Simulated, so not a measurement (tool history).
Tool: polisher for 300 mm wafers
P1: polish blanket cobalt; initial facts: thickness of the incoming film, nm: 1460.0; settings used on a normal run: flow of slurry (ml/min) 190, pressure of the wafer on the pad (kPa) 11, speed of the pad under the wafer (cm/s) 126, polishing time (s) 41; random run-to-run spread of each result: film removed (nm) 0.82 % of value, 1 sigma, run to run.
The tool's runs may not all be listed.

run   hour  flow of slurry (ml/min)  pressure of the wafer on the pad (kPa)  speed of the pad under the wafer (cm/s)  polishing time (s)  wafers polished on this pad  hours since the slurry nozzle was cleaned  hours since the head pressure was calibrated  film removed (nm)
  1    4.4                      190                                      11                                      126                  41                          743                                      254.9                                         206.9             205.57
  2    8.2                      190                                      11                                      126                  41                          778                                      258.7                                         210.7             205.99
  3   14.4                      190                                      11                                      126                  41                          834                                      264.9                                         216.9             207.01
  4   20.3                      190                                      11                                      126                  23                          888                                      270.8                                         222.8              114.7
  5   25.1                      190                                      11                                       60                  41                          933                                      275.6                                         227.6             97.337
  6   31.2                      190                                    17.9                                      126                  41                          988                                      281.7                                         233.7             332.12
  7   37.1                      190                                      11                                      200                  41                         1043                                      287.6                                         239.6             328.52
  8   41.7                      115                                      11                                      126                  41                         1085                                      292.2                                         244.2             186.31
  9     48                      230                                      11                                      126                  32                         1142                                      298.5                                         250.5             163.03
 10   53.8                      190                                     4.8                                      126                  41                         1196                                      304.3                                         256.3             89.368
 11   58.6                      270                                      11                                      126                  41                         1240                                      309.1                                         261.1             214.76
 12   64.9                      190                                      11                                      126                  54                         1297                                      315.4                                         267.4             271.97
 13   71.6                      190                                      11                                      126                  41                         1359                                      322.1                                         274.1             208.05
 14   77.2                      190                                      11                                      126                  41                         1410                                      327.7                                         279.7             204.15
 15     84                      190                                      11                                      126                  41                         1473                                      334.5                                         286.5             205.63
 16   89.6                      190                                      11                                      126                  41                         1524                                      340.1                                         292.1             199.68
 17   94.2                      190                                      11                                      126                  41                         1566                                      344.7                                         296.7             197.91
 18   99.6                      190                                      11                                      126                  41                         1616                                      350.1                                         302.1             197.36
     103.3  -- head pressure recalibrated
 19  103.5                      190                                      11                                      126                  41                         1651                                        354                                           0.2             192.04
 20  108.9                      190                                      11                                      126                  41                         1701                                      359.4                                           5.6             191.48
 21  112.1                      190                                      11                                      126                  41                         1730                                      362.6                                           8.8              190.8
 22    117                      190                                      11                                      126                  41                         1775                                      367.5                                          13.7             194.78
 23  122.6                      190                                      11                                      126                  41                         1827                                      373.1                                          19.3             194.52

P1 has crept away from where it was. The log is fitted equally well by each of these 2 causes, at the sizes shown:
A: removal rate lost through wear of the pad, % = 5.92
B: slurry flow missing at the pad, % = 31
The drift started at roughly hour 84.
Each remaining cause and why it is not a fit:
head's pressure below its setpoint, %: maintenance at hour 103.3, after the shift began, did not return the process to its former output

Of the 4 check runs below, each run on 5 wafers with the results averaged and each result still a question mark, which one would tell the listed causes apart?
check 1  128.2                      125                                      11                                      126                  41                                                                                                                                        ?
check 2  128.2                      190                                    17.2                                      168                  41                                                                                                                                        ?
check 3  128.2                      190                                     5.5                                      126                  41                                                                                                                                        ?
check 4  128.2                      190                                      11                                      196                  41                                                                                                                                        ?

How each check would come out, cause by cause:
  check             result    if A    if B
check 1  film removed (nm)  179.66  174.62
check 2  film removed (nm)  401.69  401.63
check 3  film removed (nm)  96.406  96.392
check 4  film removed (nm)  299.93  299.89
Per check, the gap between the least separated pair of causes, taken in the result that splits them most: check 1 2.84 %; check 2 0.01 %; check 3 0.01 %; check 4 0.01 %
Check 1 distinguishes between the causes, while the remaining checks would return nearly the same result for all of them.

Running check 1 produced the following: film removed (nm) 174.38. Which one of the listed causes fits?

The correct cause is B, namely: slurry flow missing at the pad, %.
